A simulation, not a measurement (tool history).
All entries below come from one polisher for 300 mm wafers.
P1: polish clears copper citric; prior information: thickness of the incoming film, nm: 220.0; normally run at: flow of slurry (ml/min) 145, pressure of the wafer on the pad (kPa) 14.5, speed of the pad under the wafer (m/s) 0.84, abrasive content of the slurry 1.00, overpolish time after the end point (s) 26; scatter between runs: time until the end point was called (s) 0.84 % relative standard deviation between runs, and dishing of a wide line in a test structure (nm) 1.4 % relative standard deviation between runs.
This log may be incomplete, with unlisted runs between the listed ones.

| run | hour | flow of slurry (ml/min) | pressure of the wafer on the pad (kPa) | speed of the pad under the wafer (m/s) | abrasive content of the slurry | overpolish time after the end point (s) | wafers polished on this pad | hours since the slurry nozzle was cleaned | hours since the head pressure was calibrated | hours since the slurry blender was calibrated | time until the end point was called (s) | dishing of a wide line in a test structure (nm) |
|---|---|---|---|---|---|---|---|---|---|---|---|---|
| 1 | 4.7 | 145 | 14.5 | 0.84 | 1.00 | 26 | 758 | 92.6 | 153.0 | 95.9 | 148.830 | 23.602 |
| 2 | 9.4 | 145 | 14.5 | 0.84 | 1.00 | 50 | 788 | 97.3 | 157.7 | 100.6 | 149.250 | 36.735 |
| 3 | 13.1 | 145 | 14.5 | 0.84 | 1.00 | 10 | 812 | 101.0 | 161.4 | 104.3 | 151.030 | 10.343 |
|  | 13.2 | slurry nozzle cleaned |
| 4 | 17.8 | 145 | 14.5 | 0.84 | 1.30 | 44 | 842 | 4.7 | 166.1 | 109.0 | 141.440 | 36.049 |
| 5 | 23.8 | 145 | 14.5 | 0.84 | 1.35 | 26 | 881 | 10.7 | 172.1 | 115.0 | 140.440 | 24.607 |
| 6 | 28.8 | 85 | 14.5 | 0.84 | 1.00 | 26 | 913 | 15.7 | 177.1 | 120.0 | 170.190 | 21.839 |
| 7 | 35.4 | 145 | 22.1 | 0.84 | 1.00 | 26 | 956 | 22.3 | 183.7 | 126.6 | 99.607 | 32.322 |
| 8 | 41.4 | 145 | 14.5 | 0.84 | 1.00 | 26 | 994 | 28.3 | 189.7 | 132.6 | 149.900 | 23.773 |
| 9 | 47.4 | 145 | 14.5 | 1.26 | 1.00 | 26 | 1033 | 34.3 | 195.7 | 138.6 | 99.136 | 31.405 |
| 10 | 54.7 | 145 | 14.5 | 1.10 | 1.00 | 39 | 1080 | 41.6 | 203.0 | 145.9 | 113.030 | 37.276 |
| 11 | 58.0 | 145 | 14.5 | 0.44 | 1.00 | 26 | 1101 | 44.9 | 206.3 | 149.2 | 275.390 | 14.245 |
| 12 | 64.3 | 145 | 11.0 | 0.84 | 1.00 | 26 | 1142 | 51.2 | 212.6 | 155.5 | 193.270 | 18.975 |
| 13 | 71.2 | 145 | 14.5 | 0.84 | 1.00 | 26 | 1187 | 58.1 | 219.5 | 162.4 | 148.750 | 23.874 |
| 14 | 75.9 | 225 | 14.5 | 0.84 | 1.00 | 26 | 1217 | 62.8 | 224.2 | 167.1 | 139.620 | 24.488 |
| 15 | 81.5 | 145 | 14.5 | 0.84 | 0.70 | 26 | 1253 | 68.4 | 229.8 | 172.7 | 161.510 | 22.256 |
| 16 | 85.8 | 145 | 14.5 | 0.84 | 1.00 | 26 | 1281 | 72.7 | 234.1 | 177.0 | 151.230 | 23.580 |
| 17 | 93.0 | 145 | 14.5 | 0.84 | 1.00 | 26 | 1327 | 79.9 | 241.3 | 184.2 | 149.500 | 23.254 |
| 18 | 96.5 | 145 | 14.5 | 0.84 | 1.00 | 26 | 1350 | 83.4 | 244.8 | 187.7 | 154.880 | 22.941 |
| 19 | 102.9 | 145 | 14.5 | 0.84 | 1.00 | 26 | 1391 | 89.8 | 251.2 | 194.1 | 157.420 | 23.012 |
| 20 | 108.3 | 145 | 14.5 | 0.84 | 1.00 | 26 | 1426 | 95.2 | 256.6 | 199.5 | 159.290 | 22.365 |
| 21 | 113.5 | 145 | 14.5 | 0.84 | 1.00 | 26 | 1460 | 100.4 | 261.8 | 204.7 | 164.290 | 22.235 |
|  | 118.7 | head pressure recalibrated |
| 22 | 120.1 | 145 | 14.5 | 0.84 | 1.00 | 26 | 1502 | 107.0 | 1.4 | 211.3 | 161.030 | 22.483 |
| 23 | 125.3 | 145 | 14.5 | 0.84 | 1.00 | 26 | 1536 | 112.2 | 6.6 | 216.5 | 160.660 | 21.952 |
| 24 | 128.6 | 145 | 14.5 | 0.84 | 1.00 | 26 | 1557 | 115.5 | 9.9 | 219.8 | 162.910 | 21.621 |
| 25 | 135.1 | 145 | 14.5 | 0.84 | 1.00 | 26 | 1599 | 122.0 | 16.4 | 226.3 | 166.240 | 21.738 |
|  | 137.4 | slurry blender recalibrated |
| 26 | 141.2 | 145 | 14.5 | 0.84 | 1.00 | 26 | 1638 | 128.1 | 22.5 | 3.8 | 163.450 | 21.549 |
| 27 | 147.2 | 145 | 14.5 | 0.84 | 1.00 | 26 | 1677 | 134.1 | 28.5 | 9.8 | 161.950 | 22.260 |
| 28 | 154.5 | 145 | 14.5 | 0.84 | 1.00 | 26 | 1724 | 141.4 | 35.8 | 17.1 | 162.880 | 22.044 |

What P1 gives has crept away from where it was. These 2 causes fit the log equally well, each at the size given:
A: removal rate lost through wear of the pad, % = 8.95
B: slurry flow missing at the pad, % = 35.1
The gradual shift began around hour 93.0.
Each remaining cause and why it is not a fit:
head's pressure below its setpoint, %: maintenance at hour 118.7, after the shift began, did not return the process to its former output
abrasive missing from the slurry, %: maintenance at hour 137.4, after the shift began, did not return the process to its former output

4 check runs are offered, each on 2 wafers whose results are averaged, their results left as question marks. Which one tells the causes apart?
| check 1 | 161.8 | 145 | 14.5 | 0.84 | 1.00 | 48 |  |  |  |  | ? | ? |
| check 2 | 161.8 | 145 | 17.9 | 0.84 | 1.00 | 45 |  |  |  |  | ? | ? |
| check 3 | 161.8 | 85 | 14.5 | 0.84 | 1.00 | 48 |  |  |  |  | ? | ? |
| check 4 | 161.8 | 145 | 17.2 | 0.84 | 1.00 | 26 |  |  |  |  | ? | ? |

What every check run would give for each of its results, assuming each possible cause in turn:
| check | result | if A | if B |
|---|---|---|---|
| check 1 | time until the end point was called (s) | 164.190 | 164.210 |
| check 1 | dishing of a wide line in a test structure (nm) | 34.184 | 34.181 |
| check 2 | time until the end point was called (s) | 133.650 | 133.670 |
| check 2 | dishing of a wide line in a test structure (nm) | 37.830 | 37.827 |
| check 3 | time until the end point was called (s) | 185.450 | 195.950 |
| check 3 | dishing of a wide line in a test structure (nm) | 31.497 | 30.310 |
| check 4 | time until the end point was called (s) | 138.820 | 138.830 |
| check 4 | dishing of a wide line in a test structure (nm) | 25.019 | 25.016 |
Distance between the nearest two causes, measured in the result of the check that separates them most: check 1 0.01 %; check 2 0.01 %; check 3 5.51 %; check 4 0.01 %
Of the check runs offered, only check 3 discriminates between the causes; the rest would read about the same regardless of which cause applies.

Check 3 was carried out, with these results: time until the end point was called (s) 185.390; dishing of a wide line in a test structure (nm) 31.489. Which of the listed causes is responsible?

The cause is A: removal rate lost through wear of the pad, %.

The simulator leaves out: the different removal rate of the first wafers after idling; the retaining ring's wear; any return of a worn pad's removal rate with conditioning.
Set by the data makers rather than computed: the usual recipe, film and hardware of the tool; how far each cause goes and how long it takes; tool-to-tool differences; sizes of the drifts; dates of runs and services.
